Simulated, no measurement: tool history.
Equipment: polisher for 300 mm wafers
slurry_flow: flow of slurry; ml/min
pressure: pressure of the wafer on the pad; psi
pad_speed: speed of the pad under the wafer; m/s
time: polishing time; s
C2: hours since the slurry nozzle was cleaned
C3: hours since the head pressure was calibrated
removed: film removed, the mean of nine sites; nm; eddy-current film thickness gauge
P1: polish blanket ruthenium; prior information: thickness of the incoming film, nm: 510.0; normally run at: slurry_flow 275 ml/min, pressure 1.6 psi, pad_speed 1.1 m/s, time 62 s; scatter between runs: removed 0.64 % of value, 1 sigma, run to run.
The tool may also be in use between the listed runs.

{"run": 1, "day": 0.446, "slurry_flow": 275, "pressure": 1.6, "pad_speed": 1.1, "time": 62, "wafers polished on this pad": 657, "C2": 115.7, "C3": 752.4, "removed": 51.137}
{"run": 2, "day": 1.108, "slurry_flow": 275, "pressure": 1.6, "pad_speed": 1.1, "time": 33, "wafers polished on this pad": 774, "C2": 131.6, "C3": 768.3, "removed": 26.976}
{"run": 3, "day": 1.804, "slurry_flow": 275, "pressure": 2.2, "pad_speed": 1.1, "time": 62, "wafers polished on this pad": 898, "C2": 148.3, "C3": 785, "removed": 69.76}
{"run": 4, "day": 2.425, "slurry_flow": 275, "pressure": 1.6, "pad_speed": 1.1, "time": 62, "wafers polished on this pad": 1007, "C2": 163.2, "C3": 799.9, "removed": 51.008}
{"run": 5, "day": 3.112, "slurry_flow": 275, "pressure": 1.2, "pad_speed": 1.64, "time": 62, "wafers polished on this pad": 1129, "C2": 179.7, "C3": 816.4, "removed": 57.163}
{"run": 6, "day": 3.642, "slurry_flow": 275, "pressure": 1.6, "pad_speed": 0.6, "time": 62, "wafers polished on this pad": 1223, "C2": 192.4, "C3": 829.1, "removed": 27.804}
{"run": 7, "day": 4.296, "slurry_flow": 275, "pressure": 1.6, "pad_speed": 0.84, "time": 40, "wafers polished on this pad": 1338, "C2": 208.1, "C3": 844.8, "removed": 25.003}
{"run": 8, "day": 4.946, "slurry_flow": 275, "pressure": 1.6, "pad_speed": 1.1, "time": 62, "wafers polished on this pad": 1453, "C2": 223.7, "C3": 860.4, "removed": 51.131}
{"run": 9, "day": 5.588, "slurry_flow": 275, "pressure": 2, "pad_speed": 1.1, "time": 97, "wafers polished on this pad": 1567, "C2": 239.1, "C3": 875.8, "removed": 100.01}
{"run": 10, "day": 5.942, "slurry_flow": 275, "pressure": 1.6, "pad_speed": 1.64, "time": 62, "wafers polished on this pad": 1629, "C2": 247.6, "C3": 884.3, "removed": 76.152}
{"run": 11, "day": 6.538, "slurry_flow": 165, "pressure": 1.6, "pad_speed": 1.1, "time": 62, "wafers polished on this pad": 1735, "C2": 261.9, "C3": 898.6, "removed": 47.951}
{"run": 12, "day": 7.038, "slurry_flow": 275, "pressure": 1.6, "pad_speed": 1.1, "time": 62, "wafers polished on this pad": 1823, "C2": 273.9, "C3": 910.6, "removed": 51.269}
{"run": 13, "day": 7.429, "slurry_flow": 275, "pressure": 1.6, "pad_speed": 1.1, "time": 62, "wafers polished on this pad": 1893, "C2": 283.3, "C3": 920, "removed": 50.819}
{"run": 14, "day": 7.962, "slurry_flow": 275, "pressure": 0.7, "pad_speed": 1.1, "time": 62, "wafers polished on this pad": 1987, "C2": 296.1, "C3": 932.8, "removed": 22.348}
{"run": 15, "day": 8.638, "slurry_flow": 370, "pressure": 1.6, "pad_speed": 1.1, "time": 62, "wafers polished on this pad": 2106, "C2": 312.3, "C3": 949, "removed": 52.553}
{"run": 16, "day": 9.104, "slurry_flow": 275, "pressure": 1.6, "pad_speed": 1.1, "time": 91, "wafers polished on this pad": 2189, "C2": 323.5, "C3": 960.2, "removed": 75.335}
{"run": 17, "day": 9.662, "slurry_flow": 275, "pressure": 1.6, "pad_speed": 1.1, "time": 62, "wafers polished on this pad": 2288, "C2": 336.9, "C3": 973.6, "removed": 51.863}
{"run": 18, "day": 10.162, "slurry_flow": 275, "pressure": 1.6, "pad_speed": 1.1, "time": 62, "wafers polished on this pad": 2376, "C2": 348.9, "C3": 985.6, "removed": 50.039}
{"run": 19, "day": 10.517, "slurry_flow": 275, "pressure": 1.6, "pad_speed": 1.1, "time": 62, "wafers polished on this pad": 2439, "C2": 357.4, "C3": 994.1, "removed": 49.444}
{"run": 20, "day": 11.167, "slurry_flow": 275, "pressure": 1.6, "pad_speed": 1.1, "time": 62, "wafers polished on this pad": 2554, "C2": 373, "C3": 1009.7, "removed": 49.059}
{"run": 21, "day": 11.633, "slurry_flow": 275, "pressure": 1.6, "pad_speed": 1.1, "time": 62, "wafers polished on this pad": 2636, "C2": 384.2, "C3": 1020.9, "removed": 48.633}
{"day": 11.783, "done": "head pressure recalibrated"}
{"run": 22, "day": 11.996, "slurry_flow": 275, "pressure": 1.6, "pad_speed": 1.1, "time": 62, "wafers polished on this pad": 2700, "C2": 392.9, "C3": 5.1, "removed": 48.691}
{"run": 23, "day": 12.542, "slurry_flow": 275, "pressure": 1.6, "pad_speed": 1.1, "time": 62, "wafers polished on this pad": 2797, "C2": 406, "C3": 18.2, "removed": 48.349}

Compared with where it was, what P1 gives has crept away. Each cause listed below fits the log as well as the rest, at the size given for it:
A: slurry flow missing at the pad, % = 34.1
B: removal rate lost through wear of the pad, % = 4.91
The creep began at about day 9.662.
Excluded causes, each with its reason:
head's pressure below its setpoint, %: serviced at day 11.783, after the drift had started, without restoring the earlier output

4 check runs are offered, each on 3 wafers whose results are averaged, their results left as question marks. Which one tells the causes apart?
{"run": "check 1", "day": 13.088, "slurry_flow": 275, "pressure": 1.6, "pad_speed": 0.66, "time": 62, "removed": "?"}
{"run": "check 2", "day": 13.088, "slurry_flow": 275, "pressure": 1.6, "pad_speed": 0.76, "time": 62, "removed": "?"}
{"run": "check 3", "day": 13.088, "slurry_flow": 275, "pressure": 1.1, "pad_speed": 1.1, "time": 38, "removed": "?"}
{"run": "check 4", "day": 13.088, "slurry_flow": 165, "pressure": 1.6, "pad_speed": 1.1, "time": 62, "removed": "?"}

How each check would come out, cause by cause:
check=check_1 result=removed if_A=29.145 if_B=29.145
check=check_2 result=removed if_A=33.561 if_B=33.561
check=check_3 result=removed if_A=20.468 if_B=20.468
check=check_4 result=removed if_A=44.16 if_B=45.533
Separation of the two closest causes in each check, using whichever result separates them best: check 1 0 %; check 2 0 %; check 3 0 %; check 4 3.06 %
Check 4 tells the causes apart: in the others they would give nearly the same result.

Check 4 was then run and gave: removed 44.169 nm. Which cause is it?

It was cause A: slurry flow missing at the pad, %.
